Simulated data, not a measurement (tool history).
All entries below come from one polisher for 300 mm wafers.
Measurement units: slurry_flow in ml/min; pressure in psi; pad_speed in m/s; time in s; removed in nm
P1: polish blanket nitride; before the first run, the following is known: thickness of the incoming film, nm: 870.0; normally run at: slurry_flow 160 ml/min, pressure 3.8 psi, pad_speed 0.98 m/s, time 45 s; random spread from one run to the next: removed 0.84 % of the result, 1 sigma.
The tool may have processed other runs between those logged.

run,day,slurry_flow,pressure,pad_speed,time,wafers polished on this pad,hours since the slurry nozzle was cleaned,hours since the head pressure was calibrated,removed
1,0.579,160,3.8,0.98,45,401,266.6,256.3,67.567
2,0.875,95,3.8,0.98,45,456,273.7,263.4,60.675
3,1.258,110,3.8,0.98,61,529,282.9,272.6,85.517
4,1.562,205,5.5,0.98,45,586,290.2,279.9,102.750
5,1.958,95,3.8,0.98,58,661,299.7,289.4,78.781
6,2.538,225,3.8,0.98,45,770,313.6,303.3,71.181
7,3.167,160,3.8,0.98,45,888,328.7,318.4,67.527
8,3.767,160,3.8,0.98,45,1001,343.1,332.8,66.933
9,4.404,160,1.7,0.98,45,1121,358.4,348.1,30.139
# day 4.412: slurry nozzle cleaned
10,5.017,160,3.8,0.44,45,1237,14.6,362.8,35.571
11,5.429,160,3.8,0.98,45,1314,24.5,372.7,67.966
12,5.708,160,3.8,0.98,45,1367,31.2,379.4,67.479
13,6.321,160,3.8,0.98,20,1482,45.9,394.1,30.087
14,6.950,160,3.8,0.98,59,1601,61.0,409.2,88.930
15,7.583,160,5.8,0.98,45,1720,76.2,424.4,102.610
16,8.125,160,3.8,1.36,45,1822,89.2,437.4,87.485
17,8.517,160,3.8,0.98,45,1896,98.6,446.8,67.998
18,9.138,160,3.8,0.98,45,2013,113.5,461.7,66.485
19,9.646,160,3.8,0.98,45,2109,125.7,473.9,65.011
20,10.150,160,3.8,0.98,45,2204,137.8,486.0,63.171
21,10.771,160,3.8,0.98,45,2321,152.7,500.9,64.034
# day 11.042: head pressure recalibrated
22,11.279,160,3.8,0.98,45,2416,164.9,5.7,63.600
23,11.800,160,3.8,0.98,45,2514,177.4,18.2,63.214
24,12.438,160,3.8,0.98,45,2635,192.7,33.5,63.753
25,13.054,160,3.8,0.98,45,2751,207.5,48.3,62.604
26,13.658,160,3.8,0.98,45,2865,222.0,62.8,63.598
27,13.946,160,3.8,0.98,45,2919,228.9,69.7,63.424

Something has made what P1 gives creep away from where it was; the 2 causes below, each at its own stated size, fit the log equally well:
A: slurry flow missing at the pad, % = 31.6
B: removal rate lost through wear of the pad, % = 7.1
Creep in the process output first set in at about day 8.517.
Excluded causes, each with its reason:
head's pressure below its setpoint, %: work on it at day 11.042, done after the drift set in, did not restore what the process gave before

4 check runs are offered, each on 5 wafers whose results are averaged, their results left as question marks. Which one tells the causes apart?
check 1,14.233,160,3.8,0.50,20,,,,?
check 2,14.233,160,5.8,0.98,45,,,,?
check 3,14.233,160,1.8,1.34,45,,,,?
check 4,14.233,105,3.8,0.98,23,,,,?

Expected result of each check under each candidate cause:
check,result,if A,if B
check 1,removed,16.295,16.294
check 2,removed,95.868,95.867
check 3,removed,38.214,38.214
check 4,removed,28.568,29.537
Smallest distance between any two causes, each pair judged by its most separating result, in per cent: check 1 0 %; check 2 0 %; check 3 0 %; check 4 3.33 %
Of the check runs offered, only check 4 discriminates between the causes; the rest would read about the same regardless of which cause applies.

Check 4 has now been run. It gave: removed 29.522 nm. Which of the candidate causes is it?

The cause is B: removal rate lost through wear of the pad, %.
